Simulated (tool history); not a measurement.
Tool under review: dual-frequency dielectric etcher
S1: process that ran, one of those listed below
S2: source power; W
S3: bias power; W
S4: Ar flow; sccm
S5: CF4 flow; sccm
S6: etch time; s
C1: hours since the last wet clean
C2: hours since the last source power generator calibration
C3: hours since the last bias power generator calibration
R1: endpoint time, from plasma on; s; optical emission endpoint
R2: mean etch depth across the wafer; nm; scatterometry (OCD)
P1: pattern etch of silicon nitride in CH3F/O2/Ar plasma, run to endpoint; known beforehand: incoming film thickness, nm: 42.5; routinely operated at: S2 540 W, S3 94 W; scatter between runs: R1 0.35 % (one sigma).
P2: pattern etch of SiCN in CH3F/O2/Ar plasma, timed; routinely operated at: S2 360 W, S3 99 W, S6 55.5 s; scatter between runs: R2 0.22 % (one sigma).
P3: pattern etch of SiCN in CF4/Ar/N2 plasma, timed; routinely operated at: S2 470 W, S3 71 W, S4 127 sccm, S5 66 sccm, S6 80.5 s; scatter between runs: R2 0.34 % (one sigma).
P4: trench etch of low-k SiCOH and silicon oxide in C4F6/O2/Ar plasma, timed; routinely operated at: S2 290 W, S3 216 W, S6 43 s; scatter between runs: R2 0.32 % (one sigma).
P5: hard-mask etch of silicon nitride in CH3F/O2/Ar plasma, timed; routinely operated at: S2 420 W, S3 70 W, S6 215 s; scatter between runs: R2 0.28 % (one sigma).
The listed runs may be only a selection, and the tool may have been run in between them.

run	hour	S1	S2	S3	S4	S5	S6	C1	C2	C3	R1	R2
1	13.2	P1	540	94				304.4	747.9	636.6	49.896	
2	24.5	P3	470	71	127	66	46.5	315.7	759.2	647.9		39.526
3	36.9	P3	470	71	127	66	80.5	328.1	771.6	660.3		67.956
4	48.7	P1	740	94				339.9	783.4	672.1	44.186	
5	64.7	P3	470	42	127	66	80.5	355.9	799.4	688.1		56.902
6	77.2	P4	290	216			61	368.4	811.9	700.6		186.91
7	91.2	P2	360	57			55.5	382.4	825.9	714.6		18.457
8	105.4	P1	540	94				396.6	840.1	728.8	50.125	
9	115.5	P3	470	71	127	66	80.5	406.7	850.2	738.9		68.208
10	125	P5	420	70			215	416.2	859.7	748.4		148.75
11	138.7	P1	540	94				429.9	873.4	762.1	49.837	
12	153.1	P1	350	56				444.3	887.8	776.5	69.944	
13	165.2	P5	420	70			215	456.4	899.9	788.6		148.53
14	174.7	P4	290	274			43	465.9	909.4	798.1		142.51
15	192.3	P1	340	94				483.5	927	815.7	59.405	
16	203.4	P1	540	94				494.6	938.1	826.8	49.648	
17	219.1	P3	280	71	127	66	80.5	510.3	953.8	842.5		43.473
18	231.7	P3	470	71	127	93	80.5	522.9	966.4	855.1		72.028
19	243.1	P2	360	99			55.5	534.3	977.8	866.5		22.52
20	260.5	P1	730	114				551.7	995.2	883.9	41.542	
21	270.4	P3	470	71	157	66	80.5	561.6	1005.1	893.8		65.526
# hour 271.5: wet clean of the chamber
22	285.7	P2	490	99			55.5	14.3	1020.4	909.1		25.181
23	296	P5	420	97			215	24.6	1030.7	919.4		167.53
24	310.5	P1	540	57				39.1	1045.2	933.9	58.985	
25	323.9	P4	290	216			43	52.5	1058.6	947.3		131.27
26	332.3	P5	420	70			319.5	60.9	1067	955.7		220.86
27	343.7	P2	360	99			75	72.3	1078.4	967.1		30.356
28	354.9	P5	580	70			215	83.5	1089.6	978.3		168.49
29	371.5	P1	540	128				100.1	1106.2	994.9	44.195	
30	386.1	P1	540	94				114.7	1120.8	1009.5	49.618	
31	394.7	P4	170	216			43	123.3	1129.4	1018.1		107.68
32	412.5	P1	540	94				141.1	1147.2	1035.9	49.819	
33	426.6	P1	540	94				155.2	1161.3	1050	50.036	
34	439.3	P1	540	94				167.9	1174	1062.7	50.414	
35	451.8	P1	540	94				180.4	1186.5	1075.2	50.112	
36	468.5	P1	540	94				197.1	1203.2	1091.9	50.5	
37	483.8	P1	540	94				212.4	1218.5	1107.2	50.751	
38	494.4	P1	540	94				223	1229.1	1117.8	50.545	
# hour 495.8: wet clean of the chamber
39	502.9	P1	540	94				7.1	1237.6	1126.3	50.468	
40	521.4	P1	540	94				25.6	1256.1	1144.8	50.568	
41	532.2	P1	540	94				36.4	1266.9	1155.6	50.655	

What P1 gives has crept off from where it sat before. The 2 causes that follow fit the log equally well, each at the size noted:
A: bias power that arrives under what is set, % = 4.78
B: source power that arrives under what is set, % = 4.5
The drift started at roughly hour 412.5.
What rules out each remaining cause:
chamber walls in a state that lowers the etch rate, %: work on it at hour 495.8, done after the drift set in, did not restore what the process gave before

Each of the 4 check runs below uses one wafer; its results are left as question marks. Which run tells the causes apart?
check 1	543	P5	580	70			252					?
check 2	543	P4	200	216			43					?
check 3	543	P3	470	53	127	66	60					?
check 4	543	P2	360	60			55.5					?

Predicted outcomes, by check and by cause:
check	result	if A	if B
check 1	R2	194.36	194.06
check 2	R2	112.31	112.23
check 3	R2	45.008	43.942
check 4	R2	18.451	18.436
Per-check spread between the two closest causes, in the result where they differ most: check 1 0.15 %; check 2 0.07 %; check 3 2.4 %; check 4 0.08 %
The causes can be told apart only by check 3. The other checks would give nearly the same results under each of them.

Then check 3 was run and gave: R2 43.971 nm. Which cause is it?

The cause is B: source power that arrives under what is set, %.

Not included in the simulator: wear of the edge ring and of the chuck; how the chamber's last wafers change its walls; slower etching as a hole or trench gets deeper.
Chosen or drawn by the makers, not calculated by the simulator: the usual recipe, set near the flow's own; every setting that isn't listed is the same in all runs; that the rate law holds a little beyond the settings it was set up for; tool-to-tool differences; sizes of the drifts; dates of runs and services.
